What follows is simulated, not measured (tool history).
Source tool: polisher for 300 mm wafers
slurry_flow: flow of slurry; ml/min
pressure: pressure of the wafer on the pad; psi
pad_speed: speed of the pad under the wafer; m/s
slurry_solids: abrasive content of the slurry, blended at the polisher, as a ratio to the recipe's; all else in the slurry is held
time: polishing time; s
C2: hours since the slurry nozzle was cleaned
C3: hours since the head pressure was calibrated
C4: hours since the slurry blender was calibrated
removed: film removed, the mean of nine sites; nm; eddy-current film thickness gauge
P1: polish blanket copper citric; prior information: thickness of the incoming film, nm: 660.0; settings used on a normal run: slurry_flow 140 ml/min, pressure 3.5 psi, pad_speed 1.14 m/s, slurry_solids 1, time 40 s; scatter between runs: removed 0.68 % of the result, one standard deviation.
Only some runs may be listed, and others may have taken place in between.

run 1 hour=6.1 | slurry_flow=140 pressure=3.5 pad_speed=1.14 slurry_solids=1 time=40 | wafers_polished_on_this_pad=486 C2=102.6 C3=94.5 C4=36.9 | removed=150.17
run 2 hour=16.9 | slurry_flow=140 pressure=3.5 pad_speed=1.76 slurry_solids=1 time=40 | wafers_polished_on_this_pad=638 C2=113.4 C3=105.3 C4=47.7 | removed=226.85
run 3 hour=26.8 | slurry_flow=95 pressure=3.5 pad_speed=1.14 slurry_solids=1 time=40 | wafers_polished_on_this_pad=778 C2=123.3 C3=115.2 C4=57.6 | removed=135.69
run 4 hour=34 | slurry_flow=140 pressure=3.5 pad_speed=1.14 slurry_solids=1 time=40 | wafers_polished_on_this_pad=879 C2=130.5 C3=122.4 C4=64.8 | removed=146.76
run 5 hour=40.3 | slurry_flow=140 pressure=3.5 pad_speed=1.14 slurry_solids=1 time=40 | wafers_polished_on_this_pad=968 C2=136.8 C3=128.7 C4=71.1 | removed=148.59
run 6 hour=50.7 | slurry_flow=140 pressure=3.5 pad_speed=1.14 slurry_solids=1 time=18 | wafers_polished_on_this_pad=1114 C2=147.2 C3=139.1 C4=81.5 | removed=66.221
run 7 hour=63.4 | slurry_flow=140 pressure=5.4 pad_speed=1.14 slurry_solids=1 time=40 | wafers_polished_on_this_pad=1293 C2=159.9 C3=151.8 C4=94.2 | removed=225.63
run 8 hour=71.7 | slurry_flow=140 pressure=3.5 pad_speed=1.14 slurry_solids=1 time=59 | wafers_polished_on_this_pad=1410 C2=168.2 C3=160.1 C4=102.5 | removed=217.3
run 9 hour=84.5 | slurry_flow=100 pressure=3.5 pad_speed=1.14 slurry_solids=0.6 time=40 | wafers_polished_on_this_pad=1590 C2=181 C3=172.9 C4=115.3 | removed=123.7
run 10 hour=90.7 | slurry_flow=210 pressure=3.5 pad_speed=1.14 slurry_solids=1 time=40 | wafers_polished_on_this_pad=1678 C2=187.2 C3=179.1 C4=121.5 | removed=157.51
run 11 hour=99 | slurry_flow=140 pressure=3.5 pad_speed=1.14 slurry_solids=1.4 time=40 | wafers_polished_on_this_pad=1794 C2=195.5 C3=187.4 C4=129.8 | removed=161.29
run 12 hour=106.4 | slurry_flow=140 pressure=3.5 pad_speed=1.14 slurry_solids=0.55 time=40 | wafers_polished_on_this_pad=1899 C2=202.9 C3=194.8 C4=137.2 | removed=131.06

Run 13 is up next; what results do you expect?
run 13 hour=112.2 | slurry_flow=140 pressure=1.9 pad_speed=1.14 slurry_solids=1 time=40 | wafers_polished_on_this_pad=1980 C2=208.7 C3=200.6 C4=143 | removed=?

{"run 13": {"removed": 82.172}}
